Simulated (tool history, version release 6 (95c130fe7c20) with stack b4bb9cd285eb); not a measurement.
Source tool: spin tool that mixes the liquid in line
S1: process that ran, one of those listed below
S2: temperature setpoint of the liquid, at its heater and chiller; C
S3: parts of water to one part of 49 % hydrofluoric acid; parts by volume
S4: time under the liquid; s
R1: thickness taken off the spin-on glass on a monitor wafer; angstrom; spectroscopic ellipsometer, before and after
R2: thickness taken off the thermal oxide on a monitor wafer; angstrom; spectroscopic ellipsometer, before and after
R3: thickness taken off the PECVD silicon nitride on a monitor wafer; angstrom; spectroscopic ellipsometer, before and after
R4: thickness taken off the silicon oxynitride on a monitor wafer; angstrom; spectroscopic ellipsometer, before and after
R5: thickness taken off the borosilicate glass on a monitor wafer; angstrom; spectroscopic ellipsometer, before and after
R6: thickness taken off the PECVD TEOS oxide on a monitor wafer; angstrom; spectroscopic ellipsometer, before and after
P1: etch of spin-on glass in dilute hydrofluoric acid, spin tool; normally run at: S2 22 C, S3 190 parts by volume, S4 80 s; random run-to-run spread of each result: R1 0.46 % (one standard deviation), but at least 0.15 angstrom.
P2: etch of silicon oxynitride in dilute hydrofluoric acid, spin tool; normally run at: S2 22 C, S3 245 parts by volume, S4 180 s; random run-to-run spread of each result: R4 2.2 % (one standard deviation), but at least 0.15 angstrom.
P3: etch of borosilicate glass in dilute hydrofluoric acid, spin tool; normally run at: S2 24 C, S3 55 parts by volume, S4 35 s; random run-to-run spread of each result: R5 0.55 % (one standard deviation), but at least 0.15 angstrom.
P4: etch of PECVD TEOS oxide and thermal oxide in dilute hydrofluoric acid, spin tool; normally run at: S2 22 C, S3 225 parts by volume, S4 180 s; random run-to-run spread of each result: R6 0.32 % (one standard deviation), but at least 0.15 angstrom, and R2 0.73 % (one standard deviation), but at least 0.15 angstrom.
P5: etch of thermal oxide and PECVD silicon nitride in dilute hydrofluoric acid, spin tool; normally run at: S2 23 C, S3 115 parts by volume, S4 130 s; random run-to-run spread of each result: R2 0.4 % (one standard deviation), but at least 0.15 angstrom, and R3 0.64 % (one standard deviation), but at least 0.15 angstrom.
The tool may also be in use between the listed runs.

run 1 hour=8.1 | S1=P1 S2=22 S3=190 S4=80 | R1=97.301
run 2 hour=15.4 | S1=P5 S2=17.5 S3=115 S4=130 | R2=41.285 R3=23.768
run 3 hour=21.8 | S1=P2 S2=22 S3=435 S4=180 | R4=6.16
run 4 hour=32.2 | S1=P3 S2=18.5 S3=55 S4=35 | R5=193.99
run 5 hour=39.4 | S1=P3 S2=24 S3=55 S4=70 | R5=485.52
run 6 hour=45.4 | S1=P1 S2=22 S3=190 S4=120 | R1=144.78
run 7 hour=58.4 | S1=P1 S2=22 S3=100 S4=145 | R1=366.27
run 8 hour=66.2 | S1=P1 S2=22 S3=190 S4=80 | R1=96.967
run 9 hour=77.2 | S1=P1 S2=22 S3=190 S4=80 | R1=95.829
run 10 hour=88.4 | S1=P5 S2=23 S3=190 S4=130 | R2=28.608 R3=20.988
run 11 hour=98.1 | S1=P1 S2=28.5 S3=190 S4=80 | R1=121.49
run 12 hour=106.8 | S1=P1 S2=22 S3=190 S4=80 | R1=96.836
run 13 hour=117.2 | S1=P4 S2=22 S3=225 S4=180 | R2=30.551 R6=94.053
run 14 hour=124 | S1=P1 S2=17 S3=190 S4=80 | R1=78.982
-- hour=128.8 hydrofluoric acid flow meter replaced
run 15 hour=130.2 | S1=P2 S2=22 S3=245 S4=180 | R4=12.428
run 16 hour=136.9 | S1=P1 S2=22 S3=190 S4=15 | R1=18.421
run 17 hour=144.7 | S1=P1 S2=22 S3=190 S4=80 | R1=96.665
run 18 hour=155.9 | S1=P1 S2=22 S3=270 S4=80 | R1=62.594
run 19 hour=164.3 | S1=P4 S2=22 S3=130 S4=180 | R2=58.974 R6=179.23
run 20 hour=172.8 | S1=P3 S2=24 S3=80 S4=35 | R5=161.45
run 21 hour=184.1 | S1=P4 S2=17 S3=225 S4=180 | R2=24.917 R6=77.237
run 22 hour=195.9 | S1=P1 S2=22 S3=45 S4=35 | R1=208.58
run 23 hour=202.2 | S1=P2 S2=22 S3=245 S4=335 | R4=23.019
run 24 hour=209.5 | S1=P5 S2=23 S3=115 S4=130 | R2=51.834 R3=34.438
run 25 hour=217.2 | S1=P1 S2=22 S3=35 S4=80 | R1=629.21
run 26 hour=229.9 | S1=P5 S2=23 S3=115 S4=215 | R2=85.291 R3=57.196
run 27 hour=240.7 | S1=P1 S2=22 S3=190 S4=80 | R1=96.428
run 28 hour=253.3 | S1=P4 S2=22 S3=225 S4=260 | R2=43.972 R6=136.07
run 29 hour=266.2 | S1=P4 S2=22 S3=225 S4=180 | R2=30.11 R6=93.605
run 30 hour=276.9 | S1=P3 S2=24 S3=55 S4=35 | R5=245.04
run 31 hour=286.5 | S1=P2 S2=29 S3=245 S4=180 | R4=17.029
run 32 hour=299.9 | S1=P1 S2=22 S3=190 S4=80 | R1=96.015
run 33 hour=308.4 | S1=P1 S2=22 S3=190 S4=80 | R1=97.549
run 34 hour=320.3 | S1=P1 S2=22 S3=190 S4=80 | R1=100.68
run 35 hour=327 | S1=P1 S2=22 S3=190 S4=80 | R1=101.61
run 36 hour=338.6 | S1=P1 S2=22 S3=190 S4=80 | R1=100.81
run 37 hour=348.5 | S1=P1 S2=22 S3=190 S4=80 | R1=101.63
run 38 hour=361.2 | S1=P1 S2=22 S3=190 S4=80 | R1=101.97
run 39 hour=367.8 | S1=P1 S2=22 S3=190 S4=80 | R1=101.78
run 40 hour=379.2 | S1=P1 S2=22 S3=190 S4=80 | R1=101.75

What P1 gives has crept off from where it sat before. The 2 causes that follow fit the log equally well, each at the size noted:
A: liquid hotter than its thermometer reads (K) = 1.5
B: hydrofluoric acid flow above the setpoint (%) = 4.83
At approximately hour 299.9, the process output began to creep.

Below are 4 check runs, each averaged over 2 wafers, with their results shown as question marks. Which of them would give clearly different results depending on which cause is behind the drift?
run check 1 hour=390.6 | S1=P5 S2=23 S3=185 S4=130 | R2=? R3=?
run check 2 hour=390.6 | S1=P3 S2=24 S3=75 S4=35 | R5=?
run check 3 hour=390.6 | S1=P4 S2=17.5 S3=225 S4=180 | R2=? R6=?
run check 4 hour=390.6 | S1=P2 S2=27.5 S3=405 S4=180 | R4=?

If the cause were each of the candidates in turn, the checks would give the following:
check=check_1 result=R2 if_A=31.454 if_B=31.459
check=check_1 result=R3 if_A=23.524 if_B=22.395
check=check_2 result=R5 if_A=185.29 if_B=183.72
check=check_3 result=R2 if_A=27.021 if_B=26.977
check=check_3 result=R6 if_A=83.874 if_B=83.738
check=check_4 result=R4 if_A=8.9538 if_B=8.9771
Gap, in per cent, between the two causes that each check separates least, read from the result that separates them most: check 1 4.92 %; check 2 0.85 %; check 3 0.16 %; check 4 0.26 %
Only in check 1 would the causes give clearly different results; in the remaining checks their results would be nearly the same.

Check 1 has now been run. It gave: R2 31.285 angstrom; R3 22.436 angstrom. Which of the candidate causes is it?

It was cause B: hydrofluoric acid flow above the setpoint (%).
